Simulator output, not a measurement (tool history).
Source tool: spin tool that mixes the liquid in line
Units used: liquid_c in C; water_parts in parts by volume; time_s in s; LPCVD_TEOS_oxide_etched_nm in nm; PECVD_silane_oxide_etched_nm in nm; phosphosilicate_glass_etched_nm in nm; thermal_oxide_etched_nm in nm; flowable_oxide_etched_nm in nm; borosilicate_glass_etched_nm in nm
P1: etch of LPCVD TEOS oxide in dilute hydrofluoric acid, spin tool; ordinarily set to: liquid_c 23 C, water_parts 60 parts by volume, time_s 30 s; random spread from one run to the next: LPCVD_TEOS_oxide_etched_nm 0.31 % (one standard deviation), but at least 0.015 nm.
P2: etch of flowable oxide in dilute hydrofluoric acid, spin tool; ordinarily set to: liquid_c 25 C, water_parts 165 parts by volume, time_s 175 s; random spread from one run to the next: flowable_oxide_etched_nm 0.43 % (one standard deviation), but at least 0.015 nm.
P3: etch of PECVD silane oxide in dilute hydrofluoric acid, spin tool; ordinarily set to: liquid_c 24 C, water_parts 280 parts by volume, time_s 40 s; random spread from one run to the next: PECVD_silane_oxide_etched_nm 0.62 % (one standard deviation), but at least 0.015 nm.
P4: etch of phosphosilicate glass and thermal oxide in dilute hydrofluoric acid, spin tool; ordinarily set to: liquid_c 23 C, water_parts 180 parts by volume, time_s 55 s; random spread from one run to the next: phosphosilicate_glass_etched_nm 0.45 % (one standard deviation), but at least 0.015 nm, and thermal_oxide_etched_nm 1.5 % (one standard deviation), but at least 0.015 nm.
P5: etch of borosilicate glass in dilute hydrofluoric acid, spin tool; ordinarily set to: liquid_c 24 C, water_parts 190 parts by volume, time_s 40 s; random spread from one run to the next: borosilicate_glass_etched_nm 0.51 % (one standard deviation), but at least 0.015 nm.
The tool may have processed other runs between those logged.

| run | hour | process | liquid_c | water_parts | time_s | hours since the thermometer was replaced | hours since the hydrofluoric acid flow meter was replaced | LPCVD_TEOS_oxide_etched_nm | PECVD_silane_oxide_etched_nm | phosphosilicate_glass_etched_nm | thermal_oxide_etched_nm | flowable_oxide_etched_nm | borosilicate_glass_etched_nm |
|---|---|---|---|---|---|---|---|---|---|---|---|---|---|
| 1 | 11.1 | P1 | 23 | 60 | 30 | 1197.4 | 310.6 | 19.201 |  |  |  |  |  |
| 2 | 20.2 | P1 | 23 | 60 | 50 | 1206.5 | 319.7 | 31.956 |  |  |  |  |  |
| 3 | 30.2 | P3 | 24 | 280 | 40 | 1216.5 | 329.7 |  | 4.2661 |  |  |  |  |
| 4 | 40.8 | P4 | 23 | 180 | 15 | 1227.1 | 340.3 |  |  | 8.0051 | 0.3367 |  |  |
| 5 | 54 | P2 | 25 | 165 | 175 | 1240.3 | 353.5 |  |  |  |  | 40.236 |  |
| 6 | 67.4 | P5 | 28 | 190 | 40 | 1253.7 | 366.9 |  |  |  |  |  | 6.682 |
| 7 | 79.1 | P1 | 23 | 60 | 30 | 1265.4 | 378.6 | 19.195 |  |  |  |  |  |
| 8 | 94.7 | P3 | 24 | 70 | 40 | 1281 | 394.2 |  | 21.646 |  |  |  |  |
| 9 | 106.7 | P1 | 23 | 100 | 30 | 1293 | 406.2 | 10.945 |  |  |  |  |  |
| 10 | 123.9 | P1 | 27.5 | 60 | 15 | 1310.2 | 423.4 | 11.462 |  |  |  |  |  |
| 11 | 139.6 | P4 | 23 | 180 | 55 | 1325.9 | 439.1 |  |  | 29.451 | 1.2902 |  |  |
| 12 | 152.6 | P1 | 23 | 60 | 30 | 1338.9 | 452.1 | 19.179 |  |  |  |  |  |
| 13 | 168.8 | P3 | 24 | 280 | 40 | 1355.1 | 468.3 |  | 4.2894 |  |  |  |  |
| 14 | 182.2 | P1 | 18 | 60 | 30 | 1368.5 | 481.7 | 15.477 |  |  |  |  |  |
| 15 | 198.6 | P4 | 23 | 180 | 55 | 1384.9 | 498.1 |  |  | 29.494 | 1.2816 |  |  |
| 16 | 210.3 | P2 | 25 | 295 | 175 | 1396.6 | 509.8 |  |  |  |  | 19.511 |  |
| 17 | 225.1 | P1 | 23 | 20 | 30 | 1411.4 | 524.6 | 60.64 |  |  |  |  |  |
| 18 | 241.7 | P5 | 24 | 190 | 75 | 1428 | 541.2 |  |  |  |  |  | 10.822 |
| 19 | 249.7 | P1 | 23 | 60 | 30 | 1436 | 549.2 | 19.25 |  |  |  |  |  |
| 20 | 260.9 | P4 | 17 | 180 | 55 | 1447.2 | 560.4 |  |  | 23.574 | 1.0321 |  |  |
| 21 | 278.3 | P3 | 31 | 280 | 40 | 1464.6 | 577.8 |  | 5.4415 |  |  |  |  |
| 22 | 290.4 | P2 | 25 | 165 | 175 | 1476.7 | 589.9 |  |  |  |  | 40.122 |  |
| 23 | 307 | P1 | 23 | 60 | 30 | 1493.3 | 606.5 | 19.191 |  |  |  |  |  |
| 24 | 318.2 | P2 | 31.5 | 165 | 175 | 1504.5 | 617.7 |  |  |  |  | 50.775 |  |
| 25 | 331.2 | P3 | 24 | 280 | 15 | 1517.5 | 630.7 |  | 1.6037 |  |  |  |  |
| 26 | 338.9 | P1 | 19.5 | 60 | 15 | 1525.2 | 638.4 | 8.3287 |  |  |  |  |  |
| 27 | 346.6 | P1 | 29 | 60 | 30 | 1532.9 | 646.1 | 24.425 |  |  |  |  |  |
| 28 | 356.7 | P2 | 25 | 165 | 95 | 1543 | 656.2 |  |  |  |  | 21.775 |  |
| 29 | 373.5 | P4 | 23 | 265 | 55 | 1559.8 | 673 |  |  | 18.311 | 0.78163 |  |  |
| 30 | 386.3 | P5 | 24 | 190 | 40 | 1572.6 | 685.8 |  |  |  |  |  | 5.7383 |
| 31 | 402.4 | P1 | 23 | 60 | 15 | 1588.7 | 701.9 | 9.5907 |  |  |  |  |  |
| 32 | 418.1 | P1 | 23 | 60 | 30 | 1604.4 | 717.6 | 19.404 |  |  |  |  |  |
| 33 | 429.5 | P5 | 24 | 35 | 40 | 1615.8 | 729 |  |  |  |  |  | 37.704 |
| 34 | 444.7 | P5 | 24 | 190 | 40 | 1631 | 744.2 |  |  |  |  |  | 5.8316 |
| 35 | 455.5 | P1 | 23 | 60 | 30 | 1641.8 | 755 | 19.24 |  |  |  |  |  |
| 36 | 465.2 | P1 | 23 | 60 | 30 | 1651.5 | 764.7 | 19.982 |  |  |  |  |  |
| 37 | 473.4 | P1 | 23 | 60 | 30 | 1659.7 | 772.9 | 20.174 |  |  |  |  |  |
| 38 | 486.6 | P1 | 23 | 60 | 30 | 1672.9 | 786.1 | 20.558 |  |  |  |  |  |
| 39 | 496.4 | P1 | 23 | 60 | 30 | 1682.7 | 795.9 | 20.825 |  |  |  |  |  |
| 40 | 513.9 | P1 | 23 | 60 | 30 | 1700.2 | 813.4 | 20.872 |  |  |  |  |  |
| 41 | 527.9 | P1 | 23 | 60 | 30 | 1714.2 | 827.4 | 21.016 |  |  |  |  |  |
| 42 | 536.1 | P1 | 23 | 60 | 30 | 1722.4 | 835.6 | 20.834 |  |  |  |  |  |

What P1 gives has crept off from where it sat before. The 2 causes that follow fit the log equally well, each at the size noted:
A: liquid hotter than its thermometer reads (K) = 2.08
B: hydrofluoric acid flow above the setpoint (%) = 8.22
At approximately hour 455.5, the process output began to creep.

The check runs listed below each take one wafer, and their results are still question marks. Under which run would the listed causes lead to clearly different results?
| check 1 | 544.3 | P5 | 24 | 40 | 40 |  |  |  |  |  |  |  | ? |
| check 2 | 544.3 | P2 | 30.5 | 270 | 175 |  |  |  |  |  |  | ? |  |
| check 3 | 544.3 | P3 | 24 | 110 | 15 |  |  |  | ? |  |  |  |  |
| check 4 | 544.3 | P4 | 17 | 180 | 15 |  |  |  |  | ? | ? |  |  |

Check results expected under each cause:
| check | result | if A | if B |
|---|---|---|---|
| check 1 | borosilicate_glass_etched_nm | 35.781 | 35.691 |
| check 2 | flowable_oxide_etched_nm | 28.214 | 29.239 |
| check 3 | PECVD_silane_oxide_etched_nm | 5.3243 | 5.3682 |
| check 4 | phosphosilicate_glass_etched_nm | 6.9052 | 6.967 |
| check 4 | thermal_oxide_etched_nm | 0.30226 | 0.30496 |
Per-check spread between the two closest causes, in the result where they differ most: check 1 0.25 %; check 2 3.57 %; check 3 0.82 %; check 4 0.89 %
Of the check runs offered, only check 2 discriminates between the causes; the rest would read about the same regardless of which cause applies.

The results of check 2 are: flowable_oxide_etched_nm 28.242 nm. Based on these, which of the listed causes is it?

The cause is A: liquid hotter than its thermometer reads (K).
